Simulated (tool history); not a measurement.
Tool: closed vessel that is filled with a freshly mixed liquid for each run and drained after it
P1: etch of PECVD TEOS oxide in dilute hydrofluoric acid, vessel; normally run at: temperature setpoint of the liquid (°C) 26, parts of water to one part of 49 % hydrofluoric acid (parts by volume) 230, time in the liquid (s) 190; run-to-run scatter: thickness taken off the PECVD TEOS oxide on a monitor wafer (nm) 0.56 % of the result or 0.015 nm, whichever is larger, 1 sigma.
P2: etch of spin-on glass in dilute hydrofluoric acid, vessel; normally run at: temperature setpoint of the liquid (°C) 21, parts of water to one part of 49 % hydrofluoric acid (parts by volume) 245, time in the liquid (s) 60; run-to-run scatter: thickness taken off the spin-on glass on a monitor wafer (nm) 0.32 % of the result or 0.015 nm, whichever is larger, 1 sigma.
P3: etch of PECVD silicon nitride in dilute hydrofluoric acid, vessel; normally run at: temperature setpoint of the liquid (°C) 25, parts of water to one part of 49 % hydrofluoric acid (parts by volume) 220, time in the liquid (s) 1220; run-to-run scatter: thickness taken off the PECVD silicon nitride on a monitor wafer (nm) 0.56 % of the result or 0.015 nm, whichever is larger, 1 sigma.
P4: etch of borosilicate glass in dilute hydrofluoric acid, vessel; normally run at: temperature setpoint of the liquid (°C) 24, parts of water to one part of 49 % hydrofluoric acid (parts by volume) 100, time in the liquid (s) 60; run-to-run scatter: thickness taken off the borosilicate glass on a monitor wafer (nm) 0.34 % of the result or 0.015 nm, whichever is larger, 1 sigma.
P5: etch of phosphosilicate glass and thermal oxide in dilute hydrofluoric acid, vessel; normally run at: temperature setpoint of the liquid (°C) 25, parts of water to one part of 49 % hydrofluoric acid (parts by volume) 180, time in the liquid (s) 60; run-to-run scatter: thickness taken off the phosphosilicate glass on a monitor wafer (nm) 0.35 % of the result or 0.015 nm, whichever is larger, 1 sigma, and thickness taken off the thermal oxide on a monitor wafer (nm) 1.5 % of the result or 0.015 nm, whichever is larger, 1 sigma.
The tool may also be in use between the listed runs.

run,hour,process that ran,temperature setpoint of the liquid (°C),parts of water to one part of 49 % hydrofluoric acid (parts by volume),time in the liquid (s),thickness taken off the PECVD TEOS oxide on a monitor wafer (nm),thickness taken off the spin-on glass on a monitor wafer (nm),thickness taken off the phosphosilicate glass on a monitor wafer (nm),thickness taken off the thermal oxide on a monitor wafer (nm),thickness taken off the borosilicate glass on a monitor wafer (nm),thickness taken off the PECVD silicon nitride on a monitor wafer (nm)
1,11.9,P1,26,230,190,9.7219,,,,,
2,18.6,P2,17,245,60,,6.6957,,,,
3,32.4,P5,25,180,60,,,22.441,1.5182,,
4,43.1,P4,24,100,30,,,,,15.357,
5,49.8,P1,26,230,190,9.7641,,,,,
6,57.1,P1,26,230,355,18.057,,,,,
7,70.6,P4,32,100,60,,,,,41.884,
8,83.6,P3,25,220,1220,,,,,,13.559
9,92.1,P5,25,180,60,,,22.423,1.5356,,
10,99.8,P5,29,180,60,,,26.009,1.7953,,
11,109.7,P1,26,100,190,25.963,,,,,
12,121.6,P1,26,410,190,4.5336,,,,,
13,131.5,P3,32.5,220,1220,,,,,,21.352
14,145,P2,21,245,30,,3.9104,,,,
15,159.2,P1,21.5,230,190,8.2262,,,,,
16,169.2,P1,32,90,190,36.733,,,,,
17,178.9,P4,24,100,60,,,,,30.532,
18,189.8,P1,33,230,190,12.347,,,,,
19,198.7,P2,21,245,60,,7.7727,,,,
20,205.1,P3,25,115,1220,,,,,,25.8
21,218.6,P1,22,230,50,2.1829,,,,,
22,228.7,P5,25,180,100,,,37.251,2.5956,,
23,239.5,P3,25,220,2425,,,,,,26.96
24,250.1,P2,21,380,60,,4.4712,,,,
25,263.2,P4,24,170,60,,,,,16.686,
26,271.7,P5,25,315,60,,,11.087,0.74327,,
27,285.9,P1,26,230,190,9.752,,,,,
28,294.6,P1,26,230,190,9.8475,,,,,
29,304.9,P1,26,230,190,9.8159,,,,,
30,316.9,P3,25,220,1220,,,,,,13.561
31,324.5,P1,26,230,45,2.2832,,,,,
32,332.2,P1,26,230,190,9.6656,,,,,
33,344.8,P1,26,230,190,9.5805,,,,,
34,351.5,P1,26,230,190,9.4868,,,,,
35,360.8,P1,26,230,190,9.336,,,,,
36,375.1,P1,26,230,190,9.35,,,,,
37,386.4,P1,26,230,190,9.2952,,,,,
38,399.8,P1,26,230,190,9.1657,,,,,
39,406.8,P1,26,230,190,9.3245,,,,,
40,414,P1,26,230,190,9.3543,,,,,
41,424.3,P1,26,230,190,9.3017,,,,,
42,434.3,P1,26,230,190,9.2389,,,,,
43,442.2,P1,26,230,190,9.2469,,,,,

What P1 gives has crept away from where it was. These 2 causes fit the log equally well, each at the size given:
A: hydrofluoric acid flow below the setpoint (%) = 3.88
B: liquid colder than its thermometer reads (K) = 1.4
The creep began at about hour 332.2.

4 check runs are offered, one wafer each, their results left as question marks. Which one tells the causes apart?
check 1,450.1,P5,25,290,60,,,?,?,,
check 2,450.1,P2,21,365,30,,?,,,,
check 3,450.1,P4,31.5,100,60,,,,,?,
check 4,450.1,P3,32.5,220,2380,,,,,,?

What each check would give under each cause:
check,result,if A,if B
check 1,thickness taken off the phosphosilicate glass on a monitor wafer (nm),11.749,11.779
check 1,thickness taken off the thermal oxide on a monitor wafer (nm),0.81335,0.81541
check 2,thickness taken off the spin-on glass on a monitor wafer (nm),2.2361,2.2429
check 3,thickness taken off the borosilicate glass on a monitor wafer (nm),39.115,38.857
check 4,thickness taken off the PECVD silicon nitride on a monitor wafer (nm),39.734,38.154
How far apart the two closest causes lie, in the result that separates them most: check 1 0.25 %; check 2 0.3 %; check 3 0.66 %; check 4 4.06 %
Only check 4 tells the causes apart: in the others they would give nearly the same result.

Check 4 was then run and gave: thickness taken off the PECVD silicon nitride on a monitor wafer (nm) 38.267. Which cause is it?

It is B: liquid colder than its thermometer reads (K).
